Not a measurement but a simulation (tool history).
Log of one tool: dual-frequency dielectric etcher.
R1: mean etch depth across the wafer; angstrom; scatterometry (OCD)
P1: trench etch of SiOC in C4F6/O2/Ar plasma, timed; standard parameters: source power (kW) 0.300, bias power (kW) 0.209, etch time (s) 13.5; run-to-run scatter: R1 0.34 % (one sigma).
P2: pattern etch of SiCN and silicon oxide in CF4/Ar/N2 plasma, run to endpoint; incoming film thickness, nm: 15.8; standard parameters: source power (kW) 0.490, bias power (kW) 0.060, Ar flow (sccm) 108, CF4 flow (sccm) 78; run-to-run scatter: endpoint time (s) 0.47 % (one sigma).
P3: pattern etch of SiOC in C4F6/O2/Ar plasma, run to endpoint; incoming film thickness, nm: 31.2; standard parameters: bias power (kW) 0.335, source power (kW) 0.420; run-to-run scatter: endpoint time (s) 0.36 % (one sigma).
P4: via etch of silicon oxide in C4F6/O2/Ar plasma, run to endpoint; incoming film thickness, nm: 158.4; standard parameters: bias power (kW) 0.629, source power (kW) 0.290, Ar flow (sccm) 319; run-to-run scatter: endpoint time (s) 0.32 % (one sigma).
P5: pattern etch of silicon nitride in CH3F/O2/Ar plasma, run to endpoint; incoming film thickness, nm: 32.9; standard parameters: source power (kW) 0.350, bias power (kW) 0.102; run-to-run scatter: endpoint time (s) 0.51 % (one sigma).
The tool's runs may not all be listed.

{"run": 1, "hour": 7.2, "process that ran": "P1", "source power (kW)": 0.3, "bias power (kW)": 0.209, "etch time (s)": 13.5, "R1": 257.11}
{"run": 2, "hour": 13.4, "process that ran": "P5", "source power (kW)": 0.35, "bias power (kW)": 0.067, "endpoint time (s)": 51.514}
{"run": 3, "hour": 17.9, "process that ran": "P1", "source power (kW)": 0.3, "bias power (kW)": 0.266, "etch time (s)": 13.5, "R1": 277.63}
{"run": 4, "hour": 25.6, "process that ran": "P1", "source power (kW)": 0.3, "bias power (kW)": 0.209, "etch time (s)": 13.5, "R1": 256.95}
{"run": 5, "hour": 32.0, "process that ran": "P1", "source power (kW)": 0.3, "bias power (kW)": 0.209, "etch time (s)": 13.5, "R1": 258.62}
{"run": 6, "hour": 36.9, "process that ran": "P2", "source power (kW)": 0.49, "bias power (kW)": 0.06, "Ar flow (sccm)": 151, "CF4 flow (sccm)": 78, "endpoint time (s)": 19.182}
{"run": 7, "hour": 42.8, "process that ran": "P2", "source power (kW)": 0.49, "bias power (kW)": 0.06, "Ar flow (sccm)": 108, "CF4 flow (sccm)": 101, "endpoint time (s)": 17.22}
{"hour": 49.2, "done": "source power generator calibrated"}
{"run": 8, "hour": 51.5, "process that ran": "P4", "source power (kW)": 0.29, "bias power (kW)": 0.629, "Ar flow (sccm)": 208, "endpoint time (s)": 34.87}
{"run": 9, "hour": 56.5, "process that ran": "P2", "source power (kW)": 0.49, "bias power (kW)": 0.046, "Ar flow (sccm)": 108, "CF4 flow (sccm)": 78, "endpoint time (s)": 19.729}
{"run": 10, "hour": 61.0, "process that ran": "P4", "source power (kW)": 0.29, "bias power (kW)": 0.629, "Ar flow (sccm)": 319, "endpoint time (s)": 36.577}
{"run": 11, "hour": 66.9, "process that ran": "P1", "source power (kW)": 0.3, "bias power (kW)": 0.209, "etch time (s)": 17.5, "R1": 334.91}
{"run": 12, "hour": 72.9, "process that ran": "P4", "source power (kW)": 0.19, "bias power (kW)": 0.629, "Ar flow (sccm)": 319, "endpoint time (s)": 42.368}
{"run": 13, "hour": 78.8, "process that ran": "P5", "source power (kW)": 0.47, "bias power (kW)": 0.102, "endpoint time (s)": 39.313}
{"run": 14, "hour": 82.8, "process that ran": "P1", "source power (kW)": 0.3, "bias power (kW)": 0.149, "etch time (s)": 8.5, "R1": 145.48}
{"run": 15, "hour": 88.0, "process that ran": "P3", "source power (kW)": 0.27, "bias power (kW)": 0.335, "endpoint time (s)": 14.425}
{"run": 16, "hour": 93.2, "process that ran": "P2", "source power (kW)": 0.49, "bias power (kW)": 0.06, "Ar flow (sccm)": 108, "CF4 flow (sccm)": 78, "endpoint time (s)": 18.029}
{"run": 17, "hour": 97.4, "process that ran": "P2", "source power (kW)": 0.49, "bias power (kW)": 0.06, "Ar flow (sccm)": 108, "CF4 flow (sccm)": 78, "endpoint time (s)": 18.211}
{"hour": 99.7, "done": "bias power generator calibrated"}
{"run": 18, "hour": 105.0, "process that ran": "P1", "source power (kW)": 0.3, "bias power (kW)": 0.209, "etch time (s)": 13.5, "R1": 255.9}
{"run": 19, "hour": 113.7, "process that ran": "P1", "source power (kW)": 0.19, "bias power (kW)": 0.25, "etch time (s)": 13.5, "R1": 230.69}
{"run": 20, "hour": 120.4, "process that ran": "P4", "source power (kW)": 0.29, "bias power (kW)": 0.629, "Ar flow (sccm)": 319, "endpoint time (s)": 36.436}
{"run": 21, "hour": 128.8, "process that ran": "P5", "source power (kW)": 0.35, "bias power (kW)": 0.102, "endpoint time (s)": 44.255}

Run 22 is up next; what results do you expect?
{"run": 22, "hour": 136.8, "process that ran": "P2", "source power (kW)": 0.64, "bias power (kW)": 0.06, "Ar flow (sccm)": 108, "CF4 flow (sccm)": 78, "endpoint time (s)": "?"}

endpoint time (s): 14.378
